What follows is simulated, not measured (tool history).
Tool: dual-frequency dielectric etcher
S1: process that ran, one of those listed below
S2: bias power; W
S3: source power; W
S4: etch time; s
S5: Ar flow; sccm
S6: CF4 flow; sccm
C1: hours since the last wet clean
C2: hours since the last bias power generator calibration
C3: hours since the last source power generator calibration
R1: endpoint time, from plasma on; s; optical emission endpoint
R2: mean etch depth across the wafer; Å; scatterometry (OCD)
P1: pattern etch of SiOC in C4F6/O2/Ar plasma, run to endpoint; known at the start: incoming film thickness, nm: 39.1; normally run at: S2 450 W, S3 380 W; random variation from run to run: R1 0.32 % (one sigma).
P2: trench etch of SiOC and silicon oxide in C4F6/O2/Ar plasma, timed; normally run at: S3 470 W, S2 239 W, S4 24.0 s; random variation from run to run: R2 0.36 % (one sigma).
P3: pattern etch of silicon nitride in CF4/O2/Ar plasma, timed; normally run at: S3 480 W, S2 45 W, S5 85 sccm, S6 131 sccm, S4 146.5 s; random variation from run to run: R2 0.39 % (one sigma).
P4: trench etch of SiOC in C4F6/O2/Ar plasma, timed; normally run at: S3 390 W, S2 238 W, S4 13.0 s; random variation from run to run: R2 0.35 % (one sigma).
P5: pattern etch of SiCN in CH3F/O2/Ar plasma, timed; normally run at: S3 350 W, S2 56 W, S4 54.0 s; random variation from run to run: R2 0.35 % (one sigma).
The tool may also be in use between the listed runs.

run,hour,S1,S2,S3,S4,S5,S6,C1,C2,C3,R1,R2
1,2.8,P1,450,380,,,,100.1,1059.9,1298.8,14.166,
2,6.0,P1,450,260,,,,103.3,1063.1,1302.0,16.322,
3,10.7,P5,56,350,29.5,,,108.0,1067.8,1306.7,,94.953
4,14.1,P3,45,480,146.5,85,184,111.4,1071.2,1310.1,,2749.700
# hour 17.4: wet clean of the chamber
5,19.7,P1,450,380,,,,2.3,1076.8,1315.7,14.159,
6,23.3,P3,45,480,206.5,85,131,5.9,1080.4,1319.3,,3760.700
7,27.3,P4,238,390,13.0,,,9.9,1084.4,1323.3,,282.920
8,32.5,P3,45,480,146.5,85,131,15.1,1089.6,1328.5,,2669.100
9,38.1,P3,45,480,146.5,56,131,20.7,1095.2,1334.1,,2776.000
10,42.9,P2,149,470,24.0,,,25.5,1100.0,1338.9,,493.390
11,47.6,P1,450,510,,,,30.2,1104.7,1343.6,12.687,
12,52.0,P1,450,380,,,,34.6,1109.1,1348.0,14.119,
13,55.3,P5,37,350,54.0,,,37.9,1112.4,1351.3,,151.870
14,60.6,P1,272,380,,,,43.2,1117.7,1356.6,16.841,
15,65.9,P4,304,390,13.0,,,48.5,1123.0,1361.9,,311.380
16,68.7,P2,239,470,17.0,,,51.3,1125.8,1364.7,,403.820
17,72.3,P1,568,380,,,,54.9,1129.4,1368.3,12.969,
18,75.9,P1,580,290,,,,58.5,1133.0,1371.9,14.209,
19,79.4,P2,239,600,24.0,,,62.0,1136.5,1375.4,,626.720
20,84.8,P3,45,480,146.5,85,131,67.4,1141.9,1380.8,,2656.900
21,89.7,P2,239,470,24.0,,,72.3,1146.8,1385.7,,575.390
22,93.1,P1,450,380,,,,75.7,1150.2,1389.1,14.159,
23,97.3,P4,238,540,13.0,,,79.9,1154.4,1393.3,,322.520
24,102.4,P5,56,350,54.0,,,85.0,1159.5,1398.4,,173.950
25,106.7,P4,238,390,9.0,,,89.3,1163.8,1402.7,,196.860
26,111.3,P3,32,480,146.5,85,131,93.9,1168.4,1407.3,,2386.700
27,115.3,P1,450,380,,,,97.9,1172.4,1411.3,14.277,
28,118.5,P2,239,470,24.0,,,101.1,1175.6,1414.5,,571.670
29,123.2,P1,450,380,,,,105.8,1180.3,1419.2,14.185,
30,126.6,P5,56,240,54.0,,,109.2,1183.7,1422.6,,150.320
31,130.2,P3,45,390,146.5,85,131,112.8,1187.3,1426.2,,2208.400
32,135.0,P1,450,380,,,,117.6,1192.1,1431.0,14.131,
33,139.4,P1,450,380,,,,122.0,1196.5,1435.4,14.221,
34,141.9,P1,450,380,,,,124.5,1199.0,1437.9,14.239,
35,146.1,P1,450,380,,,,128.7,1203.2,1442.1,14.289,
36,150.8,P1,450,380,,,,133.4,1207.9,1446.8,14.329,
37,155.1,P1,450,380,,,,137.7,1212.2,1451.1,14.330,
38,158.2,P1,450,380,,,,140.8,1215.3,1454.2,14.389,
39,161.5,P1,450,380,,,,144.1,1218.6,1457.5,14.349,
# hour 163.0: wet clean of the chamber
40,167.4,P1,450,380,,,,4.5,1224.5,1463.4,14.337,
41,172.4,P1,450,380,,,,9.5,1229.5,1468.4,14.335,
42,178.0,P1,450,380,,,,15.1,1235.1,1474.0,14.332,

What P1 gives has crept away from where it was. These 2 causes fit the log equally well, each at the size given:
A: source power that arrives under what is set, % = 4.29
B: bias power that arrives under what is set, % = 4.32
The creep began at about hour 135.0.
Why every other cause is out:
chamber walls in a state that lowers the etch rate, %: serviced at hour 163.0, which brought nothing back

4 check runs are offered, each on 2 wafers whose results are averaged, their results left as question marks. Which one tells the causes apart?
check 1,183.6,P2,152,560,24.0,,,,,,,?
check 2,183.6,P3,45,480,195.5,85,131,,,,,?
check 3,183.6,P4,238,520,13.0,,,,,,,?
check 4,183.6,P5,56,250,54.0,,,,,,,?

What each check would give under each cause:
check,result,if A,if B
check 1,R2,521.480,523.760
check 2,R2,3422.700,3503.200
check 3,R2,311.840,312.590
check 4,R2,149.750,149.950
How far apart the two closest causes lie, in the result that separates them most: check 1 0.44 %; check 2 2.32 %; check 3 0.24 %; check 4 0.13 %
Check 2 tells the causes apart: in the others they would give nearly the same result.

Check 2 was then run and gave: R2 3494.500 Å. Which cause is it?

It is B: bias power that arrives under what is set, %.
